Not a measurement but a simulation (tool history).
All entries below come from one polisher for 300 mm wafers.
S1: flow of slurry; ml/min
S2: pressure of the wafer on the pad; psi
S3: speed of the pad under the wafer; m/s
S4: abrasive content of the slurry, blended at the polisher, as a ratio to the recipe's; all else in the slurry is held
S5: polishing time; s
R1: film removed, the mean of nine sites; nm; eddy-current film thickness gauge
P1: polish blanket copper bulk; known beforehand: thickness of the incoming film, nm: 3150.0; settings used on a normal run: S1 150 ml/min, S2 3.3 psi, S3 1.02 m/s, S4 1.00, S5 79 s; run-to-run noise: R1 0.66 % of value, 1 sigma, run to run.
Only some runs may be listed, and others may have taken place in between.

| run | hour | S1 | S2 | S3 | S4 | S5 | R1 |
|---|---|---|---|---|---|---|---|
| 1 | 2.4 | 150 | 3.3 | 1.02 | 1.00 | 79 | 768.81 |
| 2 | 4.8 | 150 | 3.3 | 1.02 | 1.00 | 79 | 770.88 |
| 3 | 8.0 | 150 | 3.3 | 1.02 | 1.45 | 79 | 832.16 |
| 4 | 10.4 | 150 | 3.3 | 1.02 | 1.00 | 79 | 770.36 |
| 5 | 13.6 | 150 | 3.3 | 1.02 | 1.00 | 36 | 350.80 |
| 6 | 15.6 | 150 | 4.2 | 1.02 | 1.00 | 79 | 974.01 |
| 7 | 19.1 | 90 | 3.3 | 1.02 | 1.00 | 79 | 689.95 |
| 8 | 22.0 | 150 | 3.3 | 1.02 | 1.00 | 79 | 760.92 |
| 9 | 26.3 | 150 | 1.5 | 1.02 | 1.00 | 79 | 349.25 |
| 10 | 30.7 | 150 | 3.3 | 1.02 | 1.00 | 79 | 771.69 |
|  | 32.0 | slurry nozzle cleaned |
| 11 | 33.8 | 150 | 3.3 | 1.02 | 1.00 | 119 | 1166.20 |
| 12 | 36.5 | 150 | 1.6 | 1.02 | 0.70 | 79 | 343.48 |
| 13 | 40.1 | 150 | 3.3 | 1.02 | 1.00 | 79 | 765.14 |
| 14 | 42.2 | 150 | 3.3 | 0.46 | 1.00 | 79 | 344.22 |
| 15 | 44.5 | 215 | 3.3 | 1.02 | 1.00 | 79 | 802.19 |
| 16 | 46.6 | 150 | 3.3 | 1.02 | 0.60 | 79 | 686.60 |
| 17 | 49.1 | 150 | 3.3 | 1.54 | 1.00 | 79 | 1160.00 |
| 18 | 52.4 | 150 | 3.3 | 1.02 | 1.00 | 79 | 771.02 |
| 19 | 54.6 | 150 | 3.3 | 1.02 | 1.00 | 79 | 757.19 |
| 20 | 56.6 | 150 | 3.3 | 1.02 | 1.00 | 79 | 755.92 |
| 21 | 59.2 | 150 | 3.3 | 1.02 | 1.00 | 79 | 736.92 |
| 22 | 63.2 | 150 | 3.3 | 1.02 | 1.00 | 79 | 719.05 |
| 23 | 67.3 | 150 | 3.3 | 1.02 | 1.00 | 79 | 716.67 |
| 24 | 71.4 | 150 | 3.3 | 1.02 | 1.00 | 79 | 704.99 |
|  | 74.5 | worn pad replaced by a new one |
|  | 74.6 | head pressure recalibrated |
| 25 | 75.8 | 150 | 3.3 | 1.02 | 1.00 | 79 | 703.95 |
| 26 | 79.3 | 150 | 3.3 | 1.02 | 1.00 | 79 | 703.72 |
| 27 | 83.5 | 150 | 3.3 | 1.02 | 1.00 | 79 | 711.95 |

The log shows P1 creeping away from where it was. Any of the 2 causes listed here, at the size stated for it, fits the log just as well as the others:
A: abrasive missing from the slurry, % = 33.6
B: slurry flow missing at the pad, % = 33.3
The drift started at roughly hour 52.4.
Why every other cause is out:
removal rate lost through wear of the pad, %: serviced at hour 74.5, after the drift had started, without restoring the earlier output
head's pressure below its setpoint, %: serviced at hour 74.6, after the drift had started, without restoring the earlier output

Of the 4 check runs below, each run on 3 wafers with the results averaged and each result still a question mark, which one would tell the listed causes apart?
| check 1 | 87.7 | 110 | 2.0 | 1.02 | 1.00 | 79 | ? |
| check 2 | 87.7 | 150 | 3.3 | 1.54 | 1.00 | 111 | ? |
| check 3 | 87.7 | 150 | 3.3 | 1.02 | 0.60 | 117 | ? |
| check 4 | 87.7 | 150 | 3.3 | 1.30 | 1.00 | 118 | ? |

How each check would come out, cause by cause:
| check | result | if A | if B |
|---|---|---|---|
| check 1 | R1 | 401.49 | 390.86 |
| check 2 | R1 | 1496.00 | 1496.30 |
| check 3 | R1 | 944.54 | 939.46 |
| check 4 | R1 | 1342.50 | 1342.70 |
Smallest distance between any two causes, each pair judged by its most separating result, in per cent: check 1 2.68 %; check 2 0.01 %; check 3 0.54 %; check 4 0.01 %
Only check 1 tells the causes apart: in the others they would give nearly the same result.

After running check 1, the following was obtained: R1 401.76 nm. Which cause does this point to?

It is A: abrasive missing from the slurry, %.
